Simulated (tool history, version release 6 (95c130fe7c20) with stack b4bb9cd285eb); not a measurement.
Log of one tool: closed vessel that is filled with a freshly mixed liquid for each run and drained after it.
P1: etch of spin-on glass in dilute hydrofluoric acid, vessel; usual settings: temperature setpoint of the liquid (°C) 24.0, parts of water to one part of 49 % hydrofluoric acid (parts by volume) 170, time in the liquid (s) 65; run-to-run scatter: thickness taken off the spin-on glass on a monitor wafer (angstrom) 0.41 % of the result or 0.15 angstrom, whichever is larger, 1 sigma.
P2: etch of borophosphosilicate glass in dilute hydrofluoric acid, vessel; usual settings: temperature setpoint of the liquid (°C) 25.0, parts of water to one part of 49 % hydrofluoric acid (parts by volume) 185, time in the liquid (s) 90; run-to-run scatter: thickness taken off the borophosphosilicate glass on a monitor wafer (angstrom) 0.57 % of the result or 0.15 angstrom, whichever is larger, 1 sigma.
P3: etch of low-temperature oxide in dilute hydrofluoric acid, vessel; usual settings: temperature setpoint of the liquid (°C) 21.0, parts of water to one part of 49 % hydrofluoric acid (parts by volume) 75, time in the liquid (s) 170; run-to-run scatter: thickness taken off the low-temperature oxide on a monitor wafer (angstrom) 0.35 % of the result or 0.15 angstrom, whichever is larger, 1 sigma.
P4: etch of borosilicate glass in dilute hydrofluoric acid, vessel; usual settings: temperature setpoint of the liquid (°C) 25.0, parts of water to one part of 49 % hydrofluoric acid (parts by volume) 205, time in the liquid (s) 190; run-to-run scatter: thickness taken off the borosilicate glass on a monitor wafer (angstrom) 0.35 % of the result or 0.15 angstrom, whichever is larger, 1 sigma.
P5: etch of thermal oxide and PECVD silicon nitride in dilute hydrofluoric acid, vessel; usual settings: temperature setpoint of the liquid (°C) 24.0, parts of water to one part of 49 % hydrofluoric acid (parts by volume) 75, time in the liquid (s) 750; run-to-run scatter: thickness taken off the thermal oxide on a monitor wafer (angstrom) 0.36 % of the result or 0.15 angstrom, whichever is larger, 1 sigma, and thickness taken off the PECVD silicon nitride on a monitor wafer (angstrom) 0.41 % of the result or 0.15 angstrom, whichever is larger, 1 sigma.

run,day,process that ran,temperature setpoint of the liquid (°C),parts of water to one part of 49 % hydrofluoric acid (parts by volume),time in the liquid (s),thickness taken off the spin-on glass on a monitor wafer (angstrom),thickness taken off the low-temperature oxide on a monitor wafer (angstrom),thickness taken off the borophosphosilicate glass on a monitor wafer (angstrom),thickness taken off the thermal oxide on a monitor wafer (angstrom),thickness taken off the PECVD silicon nitride on a monitor wafer (angstrom),thickness taken off the borosilicate glass on a monitor wafer (angstrom)
1,0.446,P1,24.0,170,65,121.870,,,,,
2,0.700,P3,28.5,75,170,,508.25,,,,
3,0.933,P1,24.0,250,115,134.140,,,,,
4,1.254,P3,21.0,140,170,,186.89,,,,
# day 1.358: hydrofluoric acid flow meter replaced
5,1.712,P1,24.0,170,30,56.855,,,,,
6,2.088,P1,17.0,250,65,58.753,,,,,
7,2.425,P1,24.0,170,65,120.820,,,,,
8,2.846,P2,20.5,185,90,,,158.550,,,
9,3.267,P5,24.0,30,750,,,,1354.20,1396.50,
10,3.738,P1,24.0,35,65,700.310,,,,,
11,4.188,P5,24.0,75,750,,,,509.95,569.40,
12,4.562,P2,25.0,295,90,,,102.500,,,
13,5.008,P4,25.0,60,190,,,,,,1200.00
14,5.404,P4,25.0,205,190,,,,,,294.70
15,5.679,P1,24.0,170,65,122.250,,,,,
16,6.104,P2,25.0,185,30,,,62.133,,,
17,6.442,P4,25.0,205,380,,,,,,591.33
18,6.746,P3,21.0,75,170,,373.09,,,,
19,7.246,P1,19.0,170,65,100.610,,,,,
20,7.546,P1,24.0,170,65,121.690,,,,,
21,7.950,P5,29.0,75,750,,,,617.26,798.18,
22,8.317,P5,24.0,75,195,,,,132.99,147.77,
23,8.575,P4,25.0,205,190,,,,,,295.45
24,8.883,P1,24.0,170,100,187.390,,,,,
25,9.108,P2,25.0,185,90,,,185.640,,,
26,9.529,P1,28.5,170,65,143.740,,,,,
27,9.767,P4,17.5,205,190,,,,,,222.34
28,10.208,P1,24.0,280,65,65.679,,,,,
29,10.583,P1,24.0,170,65,122.420,,,,,
30,11.083,P5,24.0,75,750,,,,509.44,573.92,
31,11.583,P3,21.0,75,285,,630.54,,,,
32,11.850,P2,25.0,185,90,,,186.190,,,
33,12.104,P1,24.0,170,65,122.760,,,,,
34,12.425,P1,24.0,170,65,122.350,,,,,
35,12.892,P1,24.0,170,65,118.210,,,,,
36,13.333,P1,24.0,170,65,116.580,,,,,
37,13.829,P1,24.0,170,65,113.840,,,,,
38,14.325,P1,24.0,170,65,113.000,,,,,
39,14.800,P1,24.0,170,65,112.430,,,,,
40,15.121,P1,24.0,170,65,111.670,,,,,
41,15.583,P1,24.0,170,65,112.210,,,,,
42,16.062,P1,24.0,170,65,111.650,,,,,
43,16.404,P1,24.0,170,65,111.600,,,,,
44,16.692,P1,24.0,170,65,111.010,,,,,
45,17.121,P1,24.0,170,65,112.070,,,,,

What P1 gives has crept away from where it was. These 2 causes fit the log equally well, each at the size given:
A: hydrofluoric acid flow below the setpoint (%) = 7.15
B: liquid colder than its thermometer reads (K) = 2.33
The creep began at about day 12.425.

4 check runs are offered, one wafer each, their results left as question marks. Which one tells the causes apart?
check 1,17.550,P4,25.0,120,365,,,,,,?
check 2,17.550,P5,24.0,45,430,,,,?,?,
check 3,17.550,P3,21.0,140,245,,?,,,,
check 4,17.550,P2,22.0,185,40,,,?,,,

What each check would give under each cause:
check,result,if A,if B
check 1,thickness taken off the borosilicate glass on a monitor wafer (angstrom),981.28,975.66
check 2,thickness taken off the thermal oxide on a monitor wafer (angstrom),467.39,458.93
check 2,thickness taken off the PECVD silicon nitride on a monitor wafer (angstrom),502.12,460.62
check 3,thickness taken off the low-temperature oxide on a monitor wafer (angstrom),246.90,245.00
check 4,thickness taken off the borophosphosilicate glass on a monitor wafer (angstrom),67.668,67.600
How far apart the two closest causes lie, in the result that separates them most: check 1 0.57 %; check 2 8.63 %; check 3 0.77 %; check 4 0.1 %
Only check 2 tells the causes apart: in the others they would give nearly the same result.

Check 2 was then run and gave: thickness taken off the thermal oxide on a monitor wafer (angstrom) 459.85; thickness taken off the PECVD silicon nitride on a monitor wafer (angstrom) 462.90. Which cause is it?

It is B: liquid colder than its thermometer reads (K).

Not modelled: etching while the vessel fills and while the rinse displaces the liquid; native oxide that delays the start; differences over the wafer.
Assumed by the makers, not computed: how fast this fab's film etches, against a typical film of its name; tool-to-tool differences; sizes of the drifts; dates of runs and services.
